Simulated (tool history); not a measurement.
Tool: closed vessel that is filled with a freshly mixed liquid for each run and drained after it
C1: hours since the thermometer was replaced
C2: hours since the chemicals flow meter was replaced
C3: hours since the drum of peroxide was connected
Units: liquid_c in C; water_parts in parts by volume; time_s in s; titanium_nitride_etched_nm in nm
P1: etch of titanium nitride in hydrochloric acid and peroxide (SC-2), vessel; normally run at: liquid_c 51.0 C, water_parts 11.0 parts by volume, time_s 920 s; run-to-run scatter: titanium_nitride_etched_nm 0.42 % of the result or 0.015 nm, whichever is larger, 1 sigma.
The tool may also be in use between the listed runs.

{"run": 1, "hour": 4.2, "liquid_c": 51.0, "water_parts": 11.0, "time_s": 920, "C1": 333.8, "C2": 911.9, "C3": 387.1, "titanium_nitride_etched_nm": 13.653}
{"hour": 7.4, "done": "thermometer replaced"}
{"run": 2, "hour": 7.9, "liquid_c": 51.0, "water_parts": 11.0, "time_s": 1730, "C1": 0.5, "C2": 915.6, "C3": 390.8, "titanium_nitride_etched_nm": 25.667}
{"run": 3, "hour": 10.7, "liquid_c": 51.0, "water_parts": 11.0, "time_s": 920, "C1": 3.3, "C2": 918.4, "C3": 393.6, "titanium_nitride_etched_nm": 13.669}
{"run": 4, "hour": 15.3, "liquid_c": 51.0, "water_parts": 4.0, "time_s": 920, "C1": 7.9, "C2": 923.0, "C3": 398.2, "titanium_nitride_etched_nm": 29.591}
{"run": 5, "hour": 19.3, "liquid_c": 51.0, "water_parts": 11.0, "time_s": 920, "C1": 11.9, "C2": 927.0, "C3": 402.2, "titanium_nitride_etched_nm": 13.601}
{"run": 6, "hour": 22.4, "liquid_c": 51.0, "water_parts": 11.0, "time_s": 920, "C1": 15.0, "C2": 930.1, "C3": 405.3, "titanium_nitride_etched_nm": 13.545}
{"run": 7, "hour": 27.6, "liquid_c": 51.0, "water_parts": 11.0, "time_s": 60, "C1": 20.2, "C2": 935.3, "C3": 410.5, "titanium_nitride_etched_nm": 0.89376}
{"run": 8, "hour": 30.2, "liquid_c": 43.5, "water_parts": 11.0, "time_s": 920, "C1": 22.8, "C2": 937.9, "C3": 413.1, "titanium_nitride_etched_nm": 8.0996}
{"run": 9, "hour": 33.5, "liquid_c": 61.5, "water_parts": 11.0, "time_s": 920, "C1": 26.1, "C2": 941.2, "C3": 416.4, "titanium_nitride_etched_nm": 26.798}
{"run": 10, "hour": 37.5, "liquid_c": 51.0, "water_parts": 11.0, "time_s": 920, "C1": 30.1, "C2": 945.2, "C3": 420.4, "titanium_nitride_etched_nm": 13.569}
{"run": 11, "hour": 42.0, "liquid_c": 51.0, "water_parts": 19.5, "time_s": 920, "C1": 34.6, "C2": 949.7, "C3": 424.9, "titanium_nitride_etched_nm": 8.1876}
{"run": 12, "hour": 45.0, "liquid_c": 51.0, "water_parts": 11.0, "time_s": 920, "C1": 37.6, "C2": 952.7, "C3": 427.9, "titanium_nitride_etched_nm": 13.741}
{"run": 13, "hour": 48.8, "liquid_c": 51.0, "water_parts": 7.0, "time_s": 335, "C1": 41.4, "C2": 956.5, "C3": 431.7, "titanium_nitride_etched_nm": 7.1287}
{"run": 14, "hour": 52.3, "liquid_c": 51.0, "water_parts": 11.0, "time_s": 920, "C1": 44.9, "C2": 960.0, "C3": 435.2, "titanium_nitride_etched_nm": 13.644}
{"run": 15, "hour": 57.6, "liquid_c": 51.0, "water_parts": 11.0, "time_s": 920, "C1": 50.2, "C2": 965.3, "C3": 440.5, "titanium_nitride_etched_nm": 14.169}

The next listed run, before its measurement:
{"run": 16, "hour": 61.0, "liquid_c": 51.0, "water_parts": 11.0, "time_s": 920, "C1": 53.6, "C2": 968.7, "C3": 443.9, "titanium_nitride_etched_nm": "?"}

{"run 16": {"titanium_nitride_etched_nm": 14.462}}

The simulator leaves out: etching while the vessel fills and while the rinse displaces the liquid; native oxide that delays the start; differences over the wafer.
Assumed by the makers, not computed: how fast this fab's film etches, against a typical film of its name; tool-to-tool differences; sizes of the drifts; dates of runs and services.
